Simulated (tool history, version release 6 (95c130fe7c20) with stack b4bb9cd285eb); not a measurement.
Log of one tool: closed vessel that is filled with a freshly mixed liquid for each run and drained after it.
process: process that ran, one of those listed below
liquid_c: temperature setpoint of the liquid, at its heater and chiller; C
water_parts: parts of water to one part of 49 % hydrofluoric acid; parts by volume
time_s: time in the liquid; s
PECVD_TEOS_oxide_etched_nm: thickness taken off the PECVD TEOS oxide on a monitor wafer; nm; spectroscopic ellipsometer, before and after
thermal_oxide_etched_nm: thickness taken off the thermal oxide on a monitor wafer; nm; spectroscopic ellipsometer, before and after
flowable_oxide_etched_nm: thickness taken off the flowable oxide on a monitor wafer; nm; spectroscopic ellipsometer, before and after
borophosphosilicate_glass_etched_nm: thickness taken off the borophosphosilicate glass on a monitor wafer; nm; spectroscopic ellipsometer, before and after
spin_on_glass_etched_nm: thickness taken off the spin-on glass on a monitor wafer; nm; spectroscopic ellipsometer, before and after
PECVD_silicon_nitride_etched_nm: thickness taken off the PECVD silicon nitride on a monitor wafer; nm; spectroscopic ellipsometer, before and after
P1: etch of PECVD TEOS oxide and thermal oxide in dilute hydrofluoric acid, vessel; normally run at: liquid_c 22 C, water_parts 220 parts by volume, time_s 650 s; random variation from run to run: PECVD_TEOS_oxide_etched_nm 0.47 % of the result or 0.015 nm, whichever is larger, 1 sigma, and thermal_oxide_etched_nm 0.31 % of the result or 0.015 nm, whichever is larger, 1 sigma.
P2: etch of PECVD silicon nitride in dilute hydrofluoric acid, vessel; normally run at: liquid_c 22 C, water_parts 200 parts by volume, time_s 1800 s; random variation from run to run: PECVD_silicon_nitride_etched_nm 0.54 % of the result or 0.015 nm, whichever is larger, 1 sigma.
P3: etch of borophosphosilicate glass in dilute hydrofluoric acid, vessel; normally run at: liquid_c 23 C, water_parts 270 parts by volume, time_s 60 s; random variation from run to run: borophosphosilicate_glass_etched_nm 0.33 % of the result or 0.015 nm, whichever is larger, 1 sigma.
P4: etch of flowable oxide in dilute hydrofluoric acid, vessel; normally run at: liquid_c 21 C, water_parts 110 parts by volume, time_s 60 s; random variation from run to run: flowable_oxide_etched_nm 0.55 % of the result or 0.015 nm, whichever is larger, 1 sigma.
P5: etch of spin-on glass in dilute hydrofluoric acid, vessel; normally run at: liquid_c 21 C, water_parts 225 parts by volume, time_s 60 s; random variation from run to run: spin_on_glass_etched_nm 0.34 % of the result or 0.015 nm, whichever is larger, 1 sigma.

| run | hour | process | liquid_c | water_parts | time_s | hours since the thermometer was replaced | hours since the hydrofluoric acid flow meter was replaced | PECVD_TEOS_oxide_etched_nm | thermal_oxide_etched_nm | flowable_oxide_etched_nm | borophosphosilicate_glass_etched_nm | spin_on_glass_etched_nm | PECVD_silicon_nitride_etched_nm |
|---|---|---|---|---|---|---|---|---|---|---|---|---|---|
| 1 | 12.4 | P1 | 22 | 220 | 650 | 430.2 | 1581.2 | 47.684 | 11.869 |  |  |  |  |
| 2 | 23.1 | P1 | 22 | 220 | 190 | 440.9 | 1591.9 | 14.122 | 3.4887 |  |  |  |  |
| 3 | 31.2 | P4 | 21 | 110 | 60 | 449 | 1600 |  |  | 23.883 |  |  |  |
| 4 | 41.7 | P1 | 22 | 220 | 1200 | 459.5 | 1610.5 | 88.07 | 22.099 |  |  |  |  |
| 5 | 50.9 | P4 | 21 | 50 | 60 | 468.7 | 1619.7 |  |  | 56.329 |  |  |  |
| 6 | 62.3 | P1 | 22 | 115 | 650 | 480.1 | 1631.1 | 102.08 | 25.398 |  |  |  |  |
| 7 | 73.7 | P3 | 23 | 440 | 60 | 491.5 | 1642.5 |  |  |  | 4.6943 |  |  |
| 8 | 82.3 | P1 | 22 | 350 | 155 | 500.1 | 1651.1 | 6.3779 | 1.5885 |  |  |  |  |
| 9 | 92.9 | P1 | 22 | 220 | 650 | 510.7 | 1661.7 | 48.304 | 11.963 |  |  |  |  |
| 10 | 104.7 | P3 | 29.5 | 270 | 60 | 522.5 | 1673.5 |  |  |  | 11.075 |  |  |
| 11 | 114.8 | P5 | 21 | 225 | 30 | 532.6 | 1683.6 |  |  |  |  | 3.5682 |  |
| 12 | 123.9 | P2 | 17 | 200 | 1800 | 541.7 | 1692.7 |  |  |  |  |  | 12.765 |
| 13 | 135.2 | P4 | 17 | 110 | 60 | 553 | 1704 |  |  | 20.33 |  |  |  |
| 14 | 145.5 | P1 | 26.5 | 220 | 650 | 563.3 | 1714.3 | 56.781 | 14.081 |  |  |  |  |
| 15 | 152.4 | P3 | 23 | 270 | 60 | 570.2 | 1721.2 |  |  |  | 8.9466 |  |  |
| 16 | 163.4 | P1 | 17 | 220 | 260 | 581.2 | 1732.2 | 15.867 | 3.9306 |  |  |  |  |
| 17 | 170.6 | P5 | 21 | 310 | 60 | 588.4 | 1739.4 |  |  |  |  | 4.7777 |  |
| 18 | 180.3 | P2 | 22 | 200 | 1800 | 598.1 | 1749.1 |  |  |  |  |  | 17.678 |
| 19 | 187.3 | P5 | 21 | 225 | 60 | 605.1 | 1756.1 |  |  |  |  | 7.0977 |  |
| 20 | 198 | P2 | 22 | 200 | 895 | 615.8 | 1766.8 |  |  |  |  |  | 8.7638 |
| 21 | 205.2 | P5 | 21 | 225 | 60 | 623 | 1774 |  |  |  |  | 7.1569 |  |
| 22 | 213.7 | P1 | 22 | 220 | 650 | 631.5 | 1782.5 | 48.39 | 11.891 |  |  |  |  |
| 23 | 219.6 | P1 | 22 | 220 | 650 | 637.4 | 1788.4 | 47.97 | 11.927 |  |  |  |  |
| 24 | 228.9 | P1 | 22 | 220 | 650 | 646.7 | 1797.7 | 48.139 | 11.945 |  |  |  |  |
| 25 | 239.1 | P1 | 22 | 405 | 650 | 656.9 | 1807.9 | 22.014 | 5.441 |  |  |  |  |
| 26 | 249 | P2 | 22 | 55 | 1800 | 666.8 | 1817.8 |  |  |  |  |  | 63.409 |
| 27 | 257.6 | P4 | 21 | 110 | 30 | 675.4 | 1826.4 |  |  | 12.001 |  |  |  |
| 28 | 265 | P3 | 23 | 270 | 85 | 682.8 | 1833.8 |  |  |  | 12.594 |  |  |
| 29 | 276.5 | P1 | 17 | 220 | 650 | 694.3 | 1845.3 | 39.307 | 9.9056 |  |  |  |  |
| 30 | 282.5 | P1 | 22 | 220 | 650 | 700.3 | 1851.3 | 47.551 | 11.914 |  |  |  |  |
| 31 | 289.1 | P1 | 17.5 | 310 | 650 | 706.9 | 1857.9 | 26.576 | 6.5672 |  |  |  |  |
| 32 | 299.3 | P5 | 17 | 225 | 60 | 717.1 | 1868.1 |  |  |  |  | 6.1242 |  |
| 33 | 311.7 | P1 | 22 | 220 | 650 | 729.5 | 1880.5 | 48.431 | 11.939 |  |  |  |  |
| 34 | 319.3 | P1 | 22 | 220 | 650 | 737.1 | 1888.1 | 47.574 | 11.692 |  |  |  |  |
| 35 | 328.5 | P1 | 22 | 220 | 650 | 746.3 | 1897.3 | 46.646 | 11.486 |  |  |  |  |
| 36 | 341.8 | P1 | 22 | 220 | 650 | 759.6 | 1910.6 | 45.913 | 11.419 |  |  |  |  |
| 37 | 353.4 | P1 | 22 | 220 | 650 | 771.2 | 1922.2 | 45.907 | 11.375 |  |  |  |  |

The next listed run, before its measurement:
| 38 | 364.8 | P1 | 22 | 220 | 650 | 782.6 | 1933.6 | ? | ? |  |  |  |  |

{"run 38": {"PECVD_TEOS_oxide_etched_nm": 45.475, "thermal_oxide_etched_nm": 11.305}}

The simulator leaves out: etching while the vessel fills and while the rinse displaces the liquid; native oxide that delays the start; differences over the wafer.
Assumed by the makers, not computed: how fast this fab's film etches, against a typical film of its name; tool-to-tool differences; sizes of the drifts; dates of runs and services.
